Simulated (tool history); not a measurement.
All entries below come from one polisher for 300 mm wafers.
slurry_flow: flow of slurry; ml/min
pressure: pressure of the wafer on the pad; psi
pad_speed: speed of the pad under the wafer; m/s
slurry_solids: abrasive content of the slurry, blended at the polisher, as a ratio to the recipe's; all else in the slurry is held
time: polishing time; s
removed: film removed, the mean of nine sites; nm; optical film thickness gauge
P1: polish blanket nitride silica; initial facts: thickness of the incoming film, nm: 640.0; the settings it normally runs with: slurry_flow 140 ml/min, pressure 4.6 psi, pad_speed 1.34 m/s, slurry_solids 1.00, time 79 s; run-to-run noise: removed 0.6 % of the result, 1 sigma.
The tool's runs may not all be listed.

run     day  slurry_flow  pressure  pad_speed  slurry_solids  time  wafers polished on this pad  hours since the slurry nozzle was cleaned  hours since the head pressure was calibrated  hours since the slurry blender was calibrated  hours since the conditioning disc was replaced  removed
  1   0.462          140       4.6       1.34           1.00    79                         1040                                      274.9                                         298.1                                           49.8                                           117.9   77.465
  2   0.854          140       4.6       1.34           1.00    54                         1096                                      284.3                                         307.5                                           59.2                                           127.3   52.520
  3   1.262          225       4.6       1.34           1.00    79                         1154                                      294.1                                         317.3                                           69.0                                           137.1   83.652
  4   1.679          140       4.6       1.34           1.00    79                         1213                                      304.1                                         327.3                                           79.0                                           147.1   77.019
      2.042  -- conditioning disc replaced and pad reconditioned
  5   2.096          140       4.6       1.34           1.00   101                         1272                                      314.1                                         337.3                                           89.0                                             1.3   98.282
  6   2.488          140       4.6       1.34           1.00    79                         1327                                      323.5                                         346.7                                           98.4                                            10.7   76.918
  7   2.883          140       4.6       1.34           1.00    79                         1383                                      333.0                                         356.2                                          107.9                                            20.2   77.666
  8   3.267          140       2.1       1.34           1.00    79                         1437                                      342.2                                         365.4                                          117.1                                            29.4   35.391
  9   3.646          140       4.6       1.34           1.00    79                         1491                                      351.3                                         374.5                                          126.2                                            38.5   77.955
 10   4.133          140       4.6       1.72           1.00    79                         1560                                      363.0                                         386.2                                          137.9                                            50.2   95.293
 11   4.412          140       4.6       1.34           1.45    79                         1600                                      369.7                                         392.9                                          144.6                                            56.9   90.581
 12   4.750          140       4.6       1.34           1.00    79                         1648                                      377.8                                         401.0                                          152.7                                            65.0   78.237
 13   5.100          140       4.6       0.66           1.00    79                         1697                                      386.2                                         409.4                                          161.1                                            73.4   44.198
 14   5.429          140       5.8       1.66           1.00    79                         1744                                      394.1                                         417.3                                          169.0                                            81.3  115.050
 15   5.700           85       4.6       1.34           1.00    79                         1782                                      400.6                                         423.8                                          175.5                                            87.8   68.570
 16   6.196          140       6.4       1.34           1.00    79                         1852                                      412.5                                         435.7                                          187.4                                            99.7  106.470
 17   6.425          200       4.6       1.34           1.25    79                         1885                                      418.0                                         441.2                                          192.9                                           105.2   90.683
 18   6.658          140       4.6       1.34           0.55    79                         1918                                      423.6                                         446.8                                          198.5                                           110.8   56.152
 19   7.142          140       4.6       1.34           1.00    79                         1986                                      435.2                                         458.4                                          210.1                                           122.4   77.052
 20   7.588          140       4.6       1.34           1.00    79                         2049                                      445.9                                         469.1                                          220.8                                           133.1   72.997
 21   7.958          140       4.6       1.34           1.00    79                         2102                                      454.8                                         478.0                                          229.7                                           142.0   71.352
 22   8.200          140       4.6       1.34           1.00    79                         2136                                      460.6                                         483.8                                          235.5                                           147.8   69.883
 23   8.450          140       4.6       1.34           1.00    79                         2172                                      466.6                                         489.8                                          241.5                                           153.8   69.434
      8.562  -- head pressure recalibrated
      8.775  -- slurry nozzle cleaned
 24   8.775          140       4.6       1.34           1.00    79                         2218                                        0.1                                           5.2                                          249.3                                           161.6   69.657
 25   9.271          140       4.6       1.34           1.00    79                         2288                                       12.0                                          17.1                                          261.2                                           173.5   68.524
      9.367  -- conditioning disc replaced and pad reconditioned
 26   9.488          140       4.6       1.34           1.00    79                         2319                                       17.2                                          22.3                                          266.4                                             2.9   68.065
 27   9.783          140       4.6       1.34           1.00    79                         2360                                       24.3                                          29.4                                          273.5                                            10.0   68.099
 28  10.267          140       4.6       1.34           1.00    79                         2429                                       35.9                                          41.0                                          285.1                                            21.6   68.082
 29  10.542          140       4.6       1.34           1.00    79                         2468                                       42.5                                          47.6                                          291.7                                            28.2   68.119

Something has made what P1 gives creep away from where it was; the 2 causes below, each at its own stated size, fit the log equally well:
A: removal rate lost through wear of the pad, % = 12.6
B: abrasive missing from the slurry, % = 24.1
The onset of the drift is placed at about day 7.142.
The rest of the possible causes, and what rules out each one:
slurry flow missing at the pad, %: maintenance at day 8.775, after the shift began, did not return the process to its former output
head's pressure below its setpoint, %: maintenance at day 8.562, after the shift began, did not return the process to its former output
time polished since the conditioner stopped cutting, s: maintenance at day 9.367, after the shift began, did not return the process to its former output

Which of the check runs below tells the causes apart, meaning the causes would give it clearly different results? Each run uses 5 wafers whose results are averaged, and each result is shown as a question mark.
check 1  10.817          140       3.6       0.68           1.00    79                                                                                                                                                                                                                             ?
check 2  10.817          140       4.6       1.34           1.35    79                                                                                                                                                                                                                             ?
check 3  10.817          220       2.1       1.34           1.00    79                                                                                                                                                                                                                             ?
check 4  10.817          140       2.4       1.34           1.00    79                                                                                                                                                                                                                             ?

Outcome of each check run for each possible cause:
  check   result    if A    if B
check 1  removed  30.798  30.794
check 2  removed  76.756  78.329
check 3  removed  33.071  33.066
check 4  removed  35.327  35.322
Separation of the two closest causes in each check, using whichever result separates them best: check 1 0.01 %; check 2 2.03 %; check 3 0.01 %; check 4 0.01 %
Check 2 tells the causes apart: in the others they would give nearly the same result.

Here is what check 2 returned: removed 76.963 nm. Which cause is it?

The correct cause is A, namely: removal rate lost through wear of the pad, %.
